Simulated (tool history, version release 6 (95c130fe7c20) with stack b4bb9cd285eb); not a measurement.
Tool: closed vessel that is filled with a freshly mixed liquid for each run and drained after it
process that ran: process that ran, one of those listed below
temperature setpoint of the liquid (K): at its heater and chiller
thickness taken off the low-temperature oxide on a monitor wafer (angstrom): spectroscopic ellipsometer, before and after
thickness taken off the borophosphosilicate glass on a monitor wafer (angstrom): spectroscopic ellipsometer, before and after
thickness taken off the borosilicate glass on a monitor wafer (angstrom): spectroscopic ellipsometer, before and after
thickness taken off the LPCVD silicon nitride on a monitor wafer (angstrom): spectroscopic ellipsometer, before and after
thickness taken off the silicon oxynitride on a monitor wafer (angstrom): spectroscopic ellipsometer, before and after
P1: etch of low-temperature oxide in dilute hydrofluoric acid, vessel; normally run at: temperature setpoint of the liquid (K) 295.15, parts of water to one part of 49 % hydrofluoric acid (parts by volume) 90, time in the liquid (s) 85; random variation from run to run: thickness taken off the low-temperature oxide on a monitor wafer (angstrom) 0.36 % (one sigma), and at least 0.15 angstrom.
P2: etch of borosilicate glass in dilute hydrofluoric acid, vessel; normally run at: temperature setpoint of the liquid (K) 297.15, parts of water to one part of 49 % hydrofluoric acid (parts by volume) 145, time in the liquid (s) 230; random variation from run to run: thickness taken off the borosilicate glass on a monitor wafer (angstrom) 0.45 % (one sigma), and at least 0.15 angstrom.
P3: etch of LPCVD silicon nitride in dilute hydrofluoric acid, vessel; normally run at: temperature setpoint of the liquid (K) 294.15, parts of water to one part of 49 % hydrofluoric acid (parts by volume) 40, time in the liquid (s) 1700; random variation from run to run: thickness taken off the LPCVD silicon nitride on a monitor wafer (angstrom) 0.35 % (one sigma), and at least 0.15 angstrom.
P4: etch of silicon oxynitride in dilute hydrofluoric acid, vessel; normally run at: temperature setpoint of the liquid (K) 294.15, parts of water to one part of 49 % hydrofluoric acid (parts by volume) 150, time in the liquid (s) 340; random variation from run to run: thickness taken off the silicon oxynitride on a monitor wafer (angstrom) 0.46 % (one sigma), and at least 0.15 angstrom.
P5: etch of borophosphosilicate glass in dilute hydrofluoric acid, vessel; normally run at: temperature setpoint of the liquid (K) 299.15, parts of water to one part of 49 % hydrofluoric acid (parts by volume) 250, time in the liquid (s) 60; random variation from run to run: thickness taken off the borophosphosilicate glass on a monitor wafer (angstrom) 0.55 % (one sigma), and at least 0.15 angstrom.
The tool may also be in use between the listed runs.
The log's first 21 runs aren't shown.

run   hour  process that ran  temperature setpoint of the liquid (K)  parts of water to one part of 49 % hydrofluoric acid (parts by volume)  time in the liquid (s)  thickness taken off the low-temperature oxide on a monitor wafer (angstrom)  thickness taken off the borophosphosilicate glass on a monitor wafer (angstrom)  thickness taken off the borosilicate glass on a monitor wafer (angstrom)  thickness taken off the LPCVD silicon nitride on a monitor wafer (angstrom)  thickness taken off the silicon oxynitride on a monitor wafer (angstrom)
 22  230.4                P2                                  297.15                                                                      45                     230                                                                                                                                                                                                                                  1956.1
 23  242.8                P4                                  302.15                                                                     150                     340                                                                                                                                                                                                                                                                                                                                                                                         134.81
 24  254.3                P1                                  295.15                                                                      90                      85                                                                       240.64
 25  269.6                P1                                  295.15                                                                     160                      85                                                                       125.44
     272.4  -- thermometer replaced
 26  279.8                P5                                  299.15                                                                      55                      60                                                                                                                                                        930.89
 27  294.5                P1                                  295.15                                                                      90                     145                                                                       409.08
 28  306.5                P3                                  294.15                                                                      40                    1700                                                                                                                                                                                                                                                                                                               174.69
 29  317.9                P4                                  294.15                                                                     215                     340                                                                                                                                                                                                                                                                                                                                                                                         61.435
 30  326.2                P1                                  290.15                                                                      90                      85                                                                       195.51
 31  341.4                P3                                  294.15                                                                      40                      30                                                                                                                                                                                                                                                                                                               2.8425

The next listed run, before its measurement:
 32  354.2                P3                                  294.15                                                                      70                    1700                                                                                                                                                                                                                                                                                                                    ?

thickness taken off the LPCVD silicon nitride on a monitor wafer (angstrom): 100.44
